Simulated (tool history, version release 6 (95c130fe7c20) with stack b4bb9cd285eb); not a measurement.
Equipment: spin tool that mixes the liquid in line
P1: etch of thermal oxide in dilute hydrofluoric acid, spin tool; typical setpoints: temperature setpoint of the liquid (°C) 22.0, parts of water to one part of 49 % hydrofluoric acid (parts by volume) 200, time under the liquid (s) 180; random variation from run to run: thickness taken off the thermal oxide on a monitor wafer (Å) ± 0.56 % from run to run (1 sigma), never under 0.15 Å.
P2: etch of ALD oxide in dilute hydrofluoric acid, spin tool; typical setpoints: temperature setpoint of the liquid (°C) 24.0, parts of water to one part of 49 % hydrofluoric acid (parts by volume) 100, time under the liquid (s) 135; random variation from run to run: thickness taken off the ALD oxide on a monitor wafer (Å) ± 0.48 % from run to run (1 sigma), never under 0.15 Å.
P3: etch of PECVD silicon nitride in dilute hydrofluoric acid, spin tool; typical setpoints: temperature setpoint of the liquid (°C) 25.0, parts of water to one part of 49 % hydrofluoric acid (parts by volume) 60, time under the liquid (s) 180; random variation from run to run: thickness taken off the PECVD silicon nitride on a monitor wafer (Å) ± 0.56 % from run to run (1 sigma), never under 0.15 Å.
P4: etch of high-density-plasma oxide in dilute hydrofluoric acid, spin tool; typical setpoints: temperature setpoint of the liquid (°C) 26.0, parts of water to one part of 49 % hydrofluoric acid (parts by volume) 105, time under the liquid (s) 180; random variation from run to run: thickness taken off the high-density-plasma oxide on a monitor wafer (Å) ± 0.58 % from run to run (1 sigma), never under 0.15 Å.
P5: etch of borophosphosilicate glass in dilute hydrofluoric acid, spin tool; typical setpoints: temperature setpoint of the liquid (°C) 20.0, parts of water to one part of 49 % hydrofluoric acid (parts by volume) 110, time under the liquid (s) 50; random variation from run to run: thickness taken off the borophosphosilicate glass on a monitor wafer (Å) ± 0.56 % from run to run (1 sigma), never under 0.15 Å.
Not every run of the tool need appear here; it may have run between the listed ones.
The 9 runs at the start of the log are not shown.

run,hour,process that ran,temperature setpoint of the liquid (°C),parts of water to one part of 49 % hydrofluoric acid (parts by volume),time under the liquid (s),hours since the thermometer was replaced,hours since the hydrofluoric acid flow meter was replaced,thickness taken off the thermal oxide on a monitor wafer (Å),thickness taken off the ALD oxide on a monitor wafer (Å),thickness taken off the borophosphosilicate glass on a monitor wafer (Å),thickness taken off the PECVD silicon nitride on a monitor wafer (Å),thickness taken off the high-density-plasma oxide on a monitor wafer (Å)
10,81.1,P1,22.0,200,180,369.2,1160.2,36.256,,,,
11,88.7,P1,22.0,200,325,376.8,1167.8,65.856,,,,
12,98.9,P5,20.0,110,50,387.0,1178.0,,,232.320,,
13,106.0,P1,22.0,200,180,394.1,1185.1,36.606,,,,
14,114.1,P4,26.0,105,100,402.2,1193.2,,,,,52.403
15,124.0,P1,17.5,200,180,412.1,1203.1,30.717,,,,
16,133.6,P2,24.0,30,135,421.7,1212.7,,753.570,,,
17,141.9,P5,20.0,180,50,430.0,1221.0,,,131.710,,
18,149.7,P4,26.0,25,180,437.8,1228.8,,,,,443.200
19,158.8,P4,26.0,105,180,446.9,1237.9,,,,,94.743
20,164.5,P3,32.5,60,180,452.6,1243.6,,,,177.130,
21,169.9,P1,22.0,70,180,458.0,1249.0,119.180,,,,
22,179.0,P5,20.0,110,50,467.1,1258.1,,,230.400,,
23,184.3,P1,18.5,305,180,472.4,1263.4,18.759,,,,
24,192.6,P1,22.0,200,180,480.7,1271.7,36.472,,,,
25,201.2,P5,20.0,110,15,489.3,1280.3,,,69.919,,
26,207.1,P2,24.0,100,45,495.2,1286.2,,67.758,,,
27,214.1,P2,18.0,100,135,502.2,1293.2,,161.170,,,
28,219.4,P3,25.0,60,335,507.5,1298.5,,,,202.440,
29,228.1,P3,25.0,90,180,516.2,1307.2,,,,73.352,
30,235.7,P2,24.0,100,135,523.8,1314.8,,206.560,,,

Run 31 comes next. What will it give?
31,246.2,P1,22.0,200,180,534.3,1325.3,?,,,,

{"run 31": {"thickness taken off the thermal oxide on a monitor wafer (Å)": 36.326}}
